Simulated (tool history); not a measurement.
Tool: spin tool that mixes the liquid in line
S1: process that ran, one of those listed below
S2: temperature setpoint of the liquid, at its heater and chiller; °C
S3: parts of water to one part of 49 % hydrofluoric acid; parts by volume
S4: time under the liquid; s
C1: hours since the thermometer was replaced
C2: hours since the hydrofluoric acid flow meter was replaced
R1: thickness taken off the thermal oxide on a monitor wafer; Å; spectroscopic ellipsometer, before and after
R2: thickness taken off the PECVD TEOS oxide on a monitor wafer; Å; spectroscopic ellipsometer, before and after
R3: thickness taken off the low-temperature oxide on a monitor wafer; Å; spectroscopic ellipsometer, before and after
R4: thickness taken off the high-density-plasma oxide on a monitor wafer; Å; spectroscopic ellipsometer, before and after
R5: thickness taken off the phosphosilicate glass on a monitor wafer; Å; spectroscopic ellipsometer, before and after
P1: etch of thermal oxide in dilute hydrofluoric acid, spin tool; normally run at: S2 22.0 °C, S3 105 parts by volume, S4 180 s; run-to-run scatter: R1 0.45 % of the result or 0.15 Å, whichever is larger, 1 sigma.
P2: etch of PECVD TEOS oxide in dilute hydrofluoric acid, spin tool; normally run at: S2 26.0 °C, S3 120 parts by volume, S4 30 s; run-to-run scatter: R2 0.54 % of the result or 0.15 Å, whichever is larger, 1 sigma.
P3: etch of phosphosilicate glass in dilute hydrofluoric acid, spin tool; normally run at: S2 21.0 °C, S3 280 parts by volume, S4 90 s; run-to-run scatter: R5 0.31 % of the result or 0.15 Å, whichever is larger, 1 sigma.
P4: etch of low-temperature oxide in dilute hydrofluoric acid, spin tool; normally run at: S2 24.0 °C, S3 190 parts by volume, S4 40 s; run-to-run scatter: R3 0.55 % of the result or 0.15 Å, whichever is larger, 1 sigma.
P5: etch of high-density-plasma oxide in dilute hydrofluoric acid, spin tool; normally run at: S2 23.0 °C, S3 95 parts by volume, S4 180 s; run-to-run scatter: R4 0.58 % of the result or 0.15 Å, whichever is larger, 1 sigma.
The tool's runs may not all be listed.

run	day	S1	S2	S3	S4	C1	C2	R1	R2	R3	R4	R5
1	0.167	P1	22.0	105	180	436.9	1117.7	74.849				
2	0.392	P2	26.0	120	15	442.3	1123.1		26.760			
3	0.525	P4	24.0	190	15	445.5	1126.3			16.569		
4	0.800	P5	23.0	95	275	452.1	1132.9				176.670	
5	1.012	P1	17.0	35	180	457.2	1138.0	196.750				
6	1.300	P1	22.0	105	180	464.1	1144.9	74.861				
7	1.508	P5	23.0	95	180	469.1	1149.9				117.140	
8	1.692	P1	22.0	105	335	473.5	1154.3	139.860				
9	1.921	P1	17.0	105	180	479.0	1159.8	60.228				
10	2.158	P2	22.0	120	30	484.7	1165.5		45.235			
11	2.346	P4	24.0	190	40	489.2	1170.0			43.873		
12	2.600	P2	26.0	45	30	495.3	1176.1		156.490			
13	2.775	P1	22.0	105	25	499.5	1180.3	10.326				
14	2.992	P1	22.0	105	180	504.7	1185.5	75.200				
15	3.138	P1	22.0	105	180	508.2	1189.0	75.302				
16	3.371	P4	17.0	190	40	513.8	1194.6			33.242		
17	3.650	P4	24.0	330	40	520.5	1201.3			22.009		
18	3.925	P3	21.0	280	90	527.1	1207.9					139.230
19	4.067	P1	22.0	105	180	530.5	1211.3	74.763				
20	4.308	P1	26.5	105	180	536.3	1217.1	89.305				
21	4.567	P1	22.0	65	180	542.5	1223.3	126.570				
22	4.854	P1	22.0	180	180	549.4	1230.2	40.191				
23	5.067	P1	22.0	160	285	554.5	1235.3	73.143				
# day 5.088: thermometer replaced
24	5.262	P5	17.0	95	180	4.2	1240.0				89.978	
25	5.421	P2	26.0	120	30	8.0	1243.8		53.627			
26	5.612	P1	22.0	105	180	12.6	1248.4	75.218				
27	5.829	P5	23.0	95	180	17.8	1253.6				116.910	
28	6.054	P1	22.0	105	180	23.2	1259.0	74.795				
29	6.312	P3	29.0	280	90	29.4	1265.2					184.310
30	6.496	P3	21.0	280	20	33.8	1269.6					30.717
31	6.725	P3	21.0	280	90	39.3	1275.1					138.770
32	6.921	P3	21.0	95	90	44.0	1279.8					495.410
33	7.158	P5	23.0	25	180	49.7	1285.5				482.000	
34	7.433	P1	22.0	105	180	56.3	1292.1	74.904				
35	7.704	P1	22.0	105	180	62.8	1298.6	78.568				
36	7.942	P1	22.0	105	180	68.5	1304.3	80.562				
37	8.121	P1	22.0	105	180	72.8	1308.6	81.091				
38	8.342	P1	22.0	105	180	78.1	1313.9	82.235				
39	8.467	P1	22.0	105	180	81.1	1316.9	81.926				
40	8.762	P1	22.0	105	180	88.2	1324.0	82.108				
41	8.992	P1	22.0	105	180	93.7	1329.5	82.305				

What P1 gives has crept away from where it was. These 2 causes fit the log equally well, each at the size given:
A: hydrofluoric acid flow above the setpoint (%) = 8.99
B: liquid hotter than its thermometer reads (K) = 2.42
The creep began at about day 7.433.

4 check runs are offered, one wafer each, their results left as question marks. Which one tells the causes apart?
check 1	9.221	P4	19.5	190	40					?		
check 2	9.221	P5	18.0	95	180						?	
check 3	9.221	P3	28.5	280	90							?
check 4	9.221	P2	23.0	120	15				?			

What each check would give under each cause:
check	result	if A	if B
check 1	R3	40.942	40.604
check 2	R4	103.920	104.530
check 3	R5	202.140	195.720
check 4	R2	26.198	26.109
How far apart the two closest causes lie, in the result that separates them most: check 1 0.83 %; check 2 0.58 %; check 3 3.23 %; check 4 0.34 %
Check 3 tells the causes apart: in the others they would give nearly the same result.

Check 3 was then run and gave: R5 201.770 Å. Which cause is it?

It is A: hydrofluoric acid flow above the setpoint (%).

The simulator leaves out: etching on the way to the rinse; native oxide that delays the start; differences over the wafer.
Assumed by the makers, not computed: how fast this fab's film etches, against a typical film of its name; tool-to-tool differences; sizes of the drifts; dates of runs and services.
